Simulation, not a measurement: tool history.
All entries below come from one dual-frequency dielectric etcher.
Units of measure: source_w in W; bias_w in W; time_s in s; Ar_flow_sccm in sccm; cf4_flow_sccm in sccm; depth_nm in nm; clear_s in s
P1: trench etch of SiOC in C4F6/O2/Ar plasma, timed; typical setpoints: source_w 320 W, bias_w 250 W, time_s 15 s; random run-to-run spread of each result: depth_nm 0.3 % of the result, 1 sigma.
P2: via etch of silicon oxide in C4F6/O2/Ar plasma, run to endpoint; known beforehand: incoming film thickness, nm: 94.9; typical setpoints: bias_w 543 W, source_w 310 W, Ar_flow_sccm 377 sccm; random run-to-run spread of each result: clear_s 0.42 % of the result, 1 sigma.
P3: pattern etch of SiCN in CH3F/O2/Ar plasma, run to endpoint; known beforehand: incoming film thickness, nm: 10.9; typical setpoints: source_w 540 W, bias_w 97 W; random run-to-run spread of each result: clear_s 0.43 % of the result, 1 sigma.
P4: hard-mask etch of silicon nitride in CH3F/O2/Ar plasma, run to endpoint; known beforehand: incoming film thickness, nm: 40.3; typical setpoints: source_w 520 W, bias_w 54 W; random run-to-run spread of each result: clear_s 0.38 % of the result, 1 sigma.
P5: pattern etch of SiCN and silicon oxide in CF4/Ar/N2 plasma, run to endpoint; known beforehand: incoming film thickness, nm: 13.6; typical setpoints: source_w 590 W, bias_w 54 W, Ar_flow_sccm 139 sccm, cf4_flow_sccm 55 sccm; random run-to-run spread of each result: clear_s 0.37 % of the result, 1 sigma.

run,hour,process,source_w,bias_w,time_s,Ar_flow_sccm,cf4_flow_sccm,hours since the last wet clean,hours since the last source power generator calibration,hours since the last bias power generator calibration,depth_nm,clear_s
1,6,P1,320,250,15,,,313.2,414.5,1115,30.923,
2,12.8,P1,320,250,8,,,320,421.3,1121.8,16.455,
3,20.2,P5,590,54,,82,55,327.4,428.7,1129.2,,13.885
4,28,P1,320,250,19,,,335.2,436.5,1137,39,
5,33.2,P2,310,543,,377,,340.4,441.7,1142.2,,22.772
6,41.9,P1,320,190,15,,,349.1,450.4,1150.9,28.104,
7,48,P5,730,54,,139,55,355.2,456.5,1157,,12.689
8,53.5,P1,320,250,15,,,360.7,462,1162.5,30.84,
9,60.1,P2,310,543,,461,,367.3,468.6,1169.1,,23.084
10,68.1,P2,310,543,,377,,375.3,476.6,1177.1,,22.559
11,76.2,P1,320,250,15,,,383.4,484.7,1185.2,30.981,
12,82.9,P3,540,97,,,,390.1,491.4,1191.9,,23.694
13,88.5,P5,590,73,,139,55,395.7,497,1197.5,,13.804
14,95.1,P5,590,54,,139,55,402.3,503.6,1204.1,,15.278
15,102.9,P1,390,250,20.5,,,410.1,511.4,1211.9,45.686,
16,110,P4,320,54,,,,417.2,518.5,1219,,69.461
17,114.9,P3,540,78,,,,422.1,523.4,1223.9,,25.773
18,120.7,P4,520,54,,,,427.9,529.2,1229.7,,57.467
19,130.2,P1,320,250,15,,,437.4,538.7,1239.2,31.007,
20,136.9,P1,400,195,15,,,444.1,545.4,1245.9,31.009,
21,144.8,P2,390,543,,377,,452,553.3,1253.8,,20.85
22,150.3,P3,770,97,,,,457.5,558.8,1259.3,,20.74
23,157.6,P5,590,54,,139,69,464.8,566.1,1266.6,,14.66
24,163.4,P1,420,250,15,,,470.6,571.9,1272.4,34.429,
25,173.4,P1,320,340,15,,,480.6,581.9,1282.4,34.561,
26,179.4,P1,320,250,15,,,486.6,587.9,1288.4,30.816,
27,187,P2,310,723,,377,,494.2,595.5,1296,,20.289
28,195.5,P1,220,250,15,,,502.7,604,1304.5,26.912,
29,202.2,P1,320,250,15,,,509.4,610.7,1311.2,30.859,
30,209.5,P4,520,54,,,,516.7,618,1318.5,,57.77
31,217.8,P4,520,71,,,,525,626.3,1326.8,,52.857
32,224.4,P3,540,97,,,,531.6,632.9,1333.4,,23.755
33,233,P1,320,250,15,,,540.2,641.5,1342,31.126,
34,237.8,P1,320,250,15,,,545,646.3,1346.8,30.859,
35,247.6,P1,320,250,15,,,554.8,656.1,1356.6,30.639,
36,254,P1,320,250,15,,,561.2,662.5,1363,30.575,
37,261.5,P1,320,250,15,,,568.7,670,1370.5,30.46,
38,267.5,P1,320,250,15,,,574.7,676,1376.5,30.628,
39,275.6,P1,320,250,15,,,582.8,684.1,1384.6,30.618,
40,282,P1,320,250,15,,,589.2,690.5,1391,30.495,
# hour 288.6: wet clean of the chamber
41,290.9,P1,320,250,15,,,2.4,699.4,1399.9,30.618,
42,296.3,P1,320,250,15,,,7.8,704.8,1405.3,30.374,
43,301.9,P1,320,250,15,,,13.4,710.4,1410.9,30.608,
44,310.7,P1,320,250,15,,,22.2,719.2,1419.7,30.532,

Something has made what P1 gives creep away from where it was; the 2 causes below, each at its own stated size, fit the log equally well:
A: bias power that arrives under what is set, % = 4.35
B: source power that arrives under what is set, % = 3.92
The onset of the drift is placed at about hour 233.
Each remaining cause and why it is not a fit:
chamber walls in a state that lowers the etch rate, %: serviced at hour 288.6, after the drift had started, without restoring the earlier output

Which of the check runs below tells the causes apart, meaning the causes would give it clearly different results? Each run uses 2 wafers whose results are averaged, and each result is shown as a question mark.
check 1,319.5,P5,590,54,,139,55,,,,,?
check 2,319.5,P4,520,54,,,,,,,,?
check 3,319.5,P3,540,97,,,,,,,,?
check 4,319.5,P2,310,543,,377,,,,,,?

If the cause were each of the candidates in turn, the checks would give the following:
check,result,if A,if B
check 1,clear_s,15.52,15.835
check 2,clear_s,58.456,58.561
check 3,clear_s,24.228,24.194
check 4,clear_s,23.085,23.031
Minimum pairwise separation of causes per check, each pair taken at its best-separating result: check 1 2.01 %; check 2 0.18 %; check 3 0.14 %; check 4 0.23 %
Only check 1 tells the causes apart: in the others they would give nearly the same result.

With check 1 done, the readings were: clear_s 15.52 s. Identify which of the listed causes applies.

The correct cause is A, namely: bias power that arrives under what is set, %.
